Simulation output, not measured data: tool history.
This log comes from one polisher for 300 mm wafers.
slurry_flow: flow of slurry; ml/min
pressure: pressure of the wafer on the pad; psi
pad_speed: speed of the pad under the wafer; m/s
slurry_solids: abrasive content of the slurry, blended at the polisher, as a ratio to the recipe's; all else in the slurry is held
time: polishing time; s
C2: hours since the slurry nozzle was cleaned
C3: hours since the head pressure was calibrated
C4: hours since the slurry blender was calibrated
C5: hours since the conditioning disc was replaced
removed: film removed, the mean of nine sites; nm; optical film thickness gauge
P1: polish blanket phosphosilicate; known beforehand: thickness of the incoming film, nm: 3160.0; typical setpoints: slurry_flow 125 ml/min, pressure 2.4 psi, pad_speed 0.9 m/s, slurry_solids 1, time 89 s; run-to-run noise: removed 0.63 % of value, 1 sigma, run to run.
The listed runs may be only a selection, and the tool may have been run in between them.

run 1 day=0.204 | slurry_flow=125 pressure=2.4 pad_speed=0.9 slurry_solids=1 time=89 | wafers_polished_on_this_pad=842 C2=315 C3=280.3 C4=342 C5=95.2 | removed=464.84
run 2 day=0.388 | slurry_flow=125 pressure=1.3 pad_speed=1.12 slurry_solids=1 time=89 | wafers_polished_on_this_pad=875 C2=319.4 C3=284.7 C4=346.4 C5=99.6 | removed=301.19
run 3 day=0.588 | slurry_flow=125 pressure=2.4 pad_speed=0.9 slurry_solids=1 time=89 | wafers_polished_on_this_pad=911 C2=324.2 C3=289.5 C4=351.2 C5=104.4 | removed=464.78
run 4 day=0.9 | slurry_flow=125 pressure=2.4 pad_speed=0.9 slurry_solids=1 time=89 | wafers_polished_on_this_pad=968 C2=331.7 C3=297 C4=358.7 C5=111.9 | removed=458.58
run 5 day=1.067 | slurry_flow=195 pressure=2.4 pad_speed=0.9 slurry_solids=1 time=89 | wafers_polished_on_this_pad=999 C2=335.7 C3=301 C4=362.7 C5=115.9 | removed=496.63
run 6 day=1.325 | slurry_flow=125 pressure=2.4 pad_speed=0.9 slurry_solids=1 time=117 | wafers_polished_on_this_pad=1046 C2=341.9 C3=307.2 C4=368.9 C5=122.1 | removed=606.77
run 7 day=1.546 | slurry_flow=125 pressure=2.4 pad_speed=0.9 slurry_solids=0.55 time=89 | wafers_polished_on_this_pad=1086 C2=347.2 C3=312.5 C4=374.2 C5=127.4 | removed=336.05
run 8 day=1.738 | slurry_flow=125 pressure=2.4 pad_speed=0.46 slurry_solids=1 time=89 | wafers_polished_on_this_pad=1121 C2=351.8 C3=317.1 C4=378.8 C5=132 | removed=271.55
run 9 day=2.004 | slurry_flow=125 pressure=2.4 pad_speed=0.9 slurry_solids=1.5 time=89 | wafers_polished_on_this_pad=1169 C2=358.2 C3=323.5 C4=385.2 C5=138.4 | removed=541.85
run 10 day=2.338 | slurry_flow=125 pressure=2.4 pad_speed=0.9 slurry_solids=1 time=89 | wafers_polished_on_this_pad=1230 C2=366.2 C3=331.5 C4=393.2 C5=146.4 | removed=461.29
run 11 day=2.529 | slurry_flow=125 pressure=2.4 pad_speed=0.9 slurry_solids=1 time=89 | wafers_polished_on_this_pad=1265 C2=370.8 C3=336.1 C4=397.8 C5=151 | removed=460.16
run 12 day=2.708 | slurry_flow=125 pressure=1.3 pad_speed=0.9 slurry_solids=1 time=89 | wafers_polished_on_this_pad=1297 C2=375.1 C3=340.4 C4=402.1 C5=155.3 | removed=252.12
run 13 day=3.038 | slurry_flow=125 pressure=2.4 pad_speed=0.9 slurry_solids=1 time=40 | wafers_polished_on_this_pad=1357 C2=383 C3=348.3 C4=410 C5=163.2 | removed=205.87
run 14 day=3.25 | slurry_flow=75 pressure=2.4 pad_speed=0.9 slurry_solids=1 time=89 | wafers_polished_on_this_pad=1396 C2=388.1 C3=353.4 C4=415.1 C5=168.3 | removed=398.4
run 15 day=3.483 | slurry_flow=125 pressure=3.4 pad_speed=0.9 slurry_solids=1 time=89 | wafers_polished_on_this_pad=1438 C2=393.7 C3=359 C4=420.7 C5=173.9 | removed=654.41
-- day=3.517 slurry blender recalibrated
run 16 day=3.721 | slurry_flow=125 pressure=2.4 pad_speed=0.9 slurry_solids=1 time=89 | wafers_polished_on_this_pad=1482 C2=399.4 C3=364.7 C4=4.9 C5=179.6 | removed=459.28
run 17 day=3.971 | slurry_flow=125 pressure=2.4 pad_speed=1.42 slurry_solids=1 time=89 | wafers_polished_on_this_pad=1527 C2=405.4 C3=370.7 C4=10.9 C5=185.6 | removed=665.06
run 18 day=4.121 | slurry_flow=125 pressure=2.4 pad_speed=0.9 slurry_solids=1 time=89 | wafers_polished_on_this_pad=1554 C2=409 C3=374.3 C4=14.5 C5=189.2 | removed=457.7
run 19 day=4.421 | slurry_flow=125 pressure=2.4 pad_speed=0.9 slurry_solids=1 time=89 | wafers_polished_on_this_pad=1609 C2=416.2 C3=381.5 C4=21.7 C5=196.4 | removed=431.56
run 20 day=4.625 | slurry_flow=125 pressure=2.4 pad_speed=0.9 slurry_solids=1 time=89 | wafers_polished_on_this_pad=1646 C2=421.1 C3=386.4 C4=26.6 C5=201.3 | removed=416.28
run 21 day=4.842 | slurry_flow=125 pressure=2.4 pad_speed=0.9 slurry_solids=1 time=89 | wafers_polished_on_this_pad=1686 C2=426.3 C3=391.6 C4=31.8 C5=206.5 | removed=404.67
-- day=5.083 conditioning disc replaced and pad reconditioned
run 22 day=5.138 | slurry_flow=125 pressure=2.4 pad_speed=0.9 slurry_solids=1 time=89 | wafers_polished_on_this_pad=1739 C2=433.4 C3=398.7 C4=38.9 C5=1.3 | removed=402.43
-- day=5.242 slurry nozzle cleaned
-- day=5.362 head pressure recalibrated
run 23 day=5.442 | slurry_flow=125 pressure=2.4 pad_speed=0.9 slurry_solids=1 time=89 | wafers_polished_on_this_pad=1795 C2=4.9 C3=2 C4=46.2 C5=8.6 | removed=401.33
run 24 day=5.754 | slurry_flow=125 pressure=2.4 pad_speed=0.9 slurry_solids=1 time=89 | wafers_polished_on_this_pad=1852 C2=12.4 C3=9.5 C4=53.7 C5=16.1 | removed=397.47
run 25 day=5.908 | slurry_flow=125 pressure=2.4 pad_speed=0.9 slurry_solids=1 time=89 | wafers_polished_on_this_pad=1880 C2=16.1 C3=13.2 C4=57.4 C5=19.8 | removed=394.9

What P1 gives has crept away from where it was. These 2 causes fit the log equally well, each at the size given:
A: abrasive missing from the slurry, % = 25.8
B: removal rate lost through wear of the pad, % = 13.6
The gradual shift began around day 4.121.
What rules out each remaining cause:
slurry flow missing at the pad, %: serviced at day 5.242, after the change had begun; the process did not return to its earlier output
head's pressure below its setpoint, %: serviced at day 5.362, after the change had begun; the process did not return to its earlier output
time polished since the conditioner stopped cutting, s: serviced at day 5.083, after the change had begun; the process did not return to its earlier output

Each of the check runs listed below is run on 2 wafers and reports their average, with the results left as question marks. Pick the one under which the possible causes would lead to clearly different results.
run check 1 day=6.062 | slurry_flow=185 pressure=2.4 pad_speed=0.9 slurry_solids=1 time=42 | removed=?
run check 2 day=6.062 | slurry_flow=125 pressure=1.3 pad_speed=1.32 slurry_solids=1 time=89 | removed=?
run check 3 day=6.062 | slurry_flow=125 pressure=2.4 pad_speed=0.9 slurry_solids=0.55 time=89 | removed=?
run check 4 day=6.062 | slurry_flow=80 pressure=2.4 pad_speed=0.9 slurry_solids=1 time=44 | removed=?

Predicted outcomes, by check and by cause:
check=check_1 result=removed if_A=200.43 if_B=200.54
check=check_2 result=removed if_A=292.31 if_B=292.47
check=check_3 result=removed if_A=277.24 if_B=289.71
check=check_4 result=removed if_A=175.69 if_B=175.79
Distance between the nearest two causes, measured in the result of the check that separates them most: check 1 0.06 %; check 2 0.06 %; check 3 4.4 %; check 4 0.06 %
Check 3 is the one run that separates the causes; every other check would come out nearly the same whichever cause is at work.

Then check 3 was run and gave: removed 277.25 nm. Which cause is it?

It was cause A: abrasive missing from the slurry, %.
